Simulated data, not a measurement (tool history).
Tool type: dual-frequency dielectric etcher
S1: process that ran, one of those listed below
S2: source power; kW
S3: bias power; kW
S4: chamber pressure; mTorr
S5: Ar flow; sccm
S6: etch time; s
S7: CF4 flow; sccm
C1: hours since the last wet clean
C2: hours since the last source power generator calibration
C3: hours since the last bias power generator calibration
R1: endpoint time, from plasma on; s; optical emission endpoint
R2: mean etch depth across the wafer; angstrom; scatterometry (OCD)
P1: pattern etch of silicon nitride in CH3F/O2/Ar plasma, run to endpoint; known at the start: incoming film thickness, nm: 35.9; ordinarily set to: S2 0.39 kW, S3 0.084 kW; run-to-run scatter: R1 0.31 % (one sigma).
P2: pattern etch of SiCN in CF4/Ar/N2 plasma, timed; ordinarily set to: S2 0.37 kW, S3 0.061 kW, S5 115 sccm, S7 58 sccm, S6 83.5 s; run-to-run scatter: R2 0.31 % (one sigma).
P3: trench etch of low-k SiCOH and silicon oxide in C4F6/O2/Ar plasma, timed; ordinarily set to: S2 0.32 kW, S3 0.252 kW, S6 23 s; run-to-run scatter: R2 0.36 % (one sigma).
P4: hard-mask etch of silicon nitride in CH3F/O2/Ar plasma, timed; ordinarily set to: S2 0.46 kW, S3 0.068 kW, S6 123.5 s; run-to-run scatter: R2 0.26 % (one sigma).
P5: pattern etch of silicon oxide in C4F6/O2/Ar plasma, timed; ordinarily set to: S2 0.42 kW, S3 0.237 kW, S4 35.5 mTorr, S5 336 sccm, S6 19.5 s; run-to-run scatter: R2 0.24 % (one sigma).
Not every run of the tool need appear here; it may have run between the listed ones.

run,day,S1,S2,S3,S4,S5,S6,S7,C1,C2,C3,R1,R2
1,0.562,P1,0.39,0.084,,,,,297.2,2329.2,1169.6,49.391,
2,1.008,P1,0.39,0.084,,,,,307.9,2339.9,1180.3,49.317,
3,1.471,P5,0.42,0.237,46,336,19.5,,319,2351,1191.4,,640.5
4,1.933,P1,0.47,0.084,,,,,330.1,2362.1,1202.5,46.05,
5,2.412,P3,0.32,0.252,,,23,,341.6,2373.6,1214,,756.06
6,2.721,P1,0.39,0.084,,,,,349,2381,1221.4,49.741,
7,3.142,P4,0.46,0.068,,,68,,359.1,2391.1,1231.5,,489.82
8,3.471,P2,0.37,0.061,,115,83.5,38,367,2399,1239.4,,513.73
9,3.933,P1,0.39,0.084,,,,,378.1,2410.1,1250.5,49.449,
10,4.4,P2,0.37,0.061,,115,83.5,58,389.3,2421.3,1261.7,,550.3
11,4.729,P2,0.37,0.037,,115,83.5,58,397.2,2429.2,1269.6,,466.29
12,5.058,P5,0.42,0.237,35.5,336,19.5,,405.1,2437.1,1277.5,,657.67
# day 5.275: wet clean of the chamber
13,5.525,P5,0.42,0.237,35.5,336,12,,6,2448.3,1288.7,,405.93
14,6.062,P2,0.29,0.061,,115,83.5,58,18.9,2461.2,1301.6,,445.7
15,6.492,P3,0.32,0.206,,,23,,29.2,2471.5,1311.9,,700.4
16,6.775,P2,0.37,0.061,,115,106.5,58,36,2478.3,1318.7,,699.28
17,7.404,P1,0.32,0.105,,,,,51.1,2493.4,1333.8,49.341,
18,7.771,P1,0.29,0.084,,,,,59.9,2502.2,1342.6,55.43,
19,8.142,P2,0.37,0.061,,115,83.5,58,68.8,2511.1,1351.5,,551.86
20,8.704,P2,0.37,0.061,,152,83.5,58,82.3,2524.6,1365,,524.04
21,9.3,P5,0.42,0.317,35.5,336,19.5,,96.6,2538.9,1379.3,,727.95
22,9.654,P1,0.39,0.05,,,,,105.1,2547.4,1387.8,58.98,
23,9.938,P4,0.46,0.089,,,123.5,,111.9,2554.2,1394.6,,970.07
24,10.229,P4,0.29,0.068,,,123.5,,118.9,2561.2,1401.6,,745.12
25,10.558,P5,0.42,0.237,35.5,336,19.5,,126.8,2569.1,1409.5,,661.27
26,10.942,P3,0.22,0.252,,,23,,136,2578.3,1418.7,,651.29
27,11.475,P1,0.39,0.084,,,,,148.8,2591.1,1431.5,49.709,
28,12.075,P3,0.32,0.252,,,16,,163.2,2605.5,1445.9,,520.69
29,12.592,P3,0.32,0.252,,,23,,175.6,2617.9,1458.3,,753
30,12.875,P1,0.39,0.084,,,,,182.4,2624.7,1465.1,49.59,
31,13.296,P4,0.46,0.068,,,123.5,,192.5,2634.8,1475.2,,888.69
32,13.642,P4,0.46,0.068,,,123.5,,200.8,2643.1,1483.5,,887.53
33,14.154,P5,0.58,0.237,35.5,336,19.5,,213.1,2655.4,1495.8,,743.72
34,14.679,P1,0.39,0.106,,,,,225.7,2668,1508.4,45.632,
35,15.204,P5,0.42,0.237,35.5,243,19.5,,238.3,2680.6,1521,,682.93
36,15.521,P1,0.39,0.084,,,,,245.9,2688.2,1528.6,49.661,
37,15.925,P1,0.39,0.084,,,,,255.6,2697.9,1538.3,49.597,
38,16.462,P1,0.39,0.084,,,,,268.5,2710.8,1551.2,49.613,
39,17.008,P1,0.39,0.084,,,,,281.6,2723.9,1564.3,49.707,
40,17.425,P1,0.39,0.084,,,,,291.6,2733.9,1574.3,50.211,
41,17.783,P1,0.39,0.084,,,,,300.2,2742.5,1582.9,49.986,
# day 18.321: wet clean of the chamber
42,18.396,P1,0.39,0.084,,,,,1.9,2757.2,1597.6,50.345,
43,18.688,P1,0.39,0.084,,,,,8.9,2764.2,1604.6,50.296,
44,19.042,P1,0.39,0.084,,,,,17.4,2772.7,1613.1,50.416,
45,19.654,P1,0.39,0.084,,,,,32.1,2787.4,1627.8,50.296,
46,20.267,P1,0.39,0.084,,,,,46.8,2802.1,1642.5,50.332,

What P1 gives has crept away from where it was. These 2 causes fit the log equally well, each at the size given:
A: source power that arrives under what is set, % = 4.01
B: bias power that arrives under what is set, % = 4.26
The drift started at roughly day 15.925.
All other causes, with the reason each is excluded:
chamber walls in a state that lowers the etch rate, %: maintenance at day 18.321, after the shift began, did not return the process to its former output

Which of the check runs below tells the causes apart, meaning the causes would give it clearly different results? Each run uses 2 wafers whose results are averaged, and each result is shown as a question mark.
check 1,20.879,P5,0.56,0.305,35.5,336,19.5,,,,,,?
check 2,20.879,P3,0.25,0.252,,,23,,,,,,?
check 3,20.879,P4,0.36,0.068,,,68,,,,,,?
check 4,20.879,P2,0.37,0.046,,115,104.5,58,,,,,?

What every check run would give for each of its results, assuming each possible cause in turn:
check,result,if A,if B
check 1,R2,788.53,789.09
check 2,R2,673.64,673.9
check 3,R2,438.95,439.27
check 4,R2,603.81,616.91
Per check, the gap between the least separated pair of causes, taken in the result that splits them most: check 1 0.07 %; check 2 0.04 %; check 3 0.07 %; check 4 2.15 %
Check 4 tells the causes apart: in the others they would give nearly the same result.

Then check 4 was run and gave: R2 617.93 angstrom. Which cause is it?

The correct cause is B, namely: bias power that arrives under what is set, %.

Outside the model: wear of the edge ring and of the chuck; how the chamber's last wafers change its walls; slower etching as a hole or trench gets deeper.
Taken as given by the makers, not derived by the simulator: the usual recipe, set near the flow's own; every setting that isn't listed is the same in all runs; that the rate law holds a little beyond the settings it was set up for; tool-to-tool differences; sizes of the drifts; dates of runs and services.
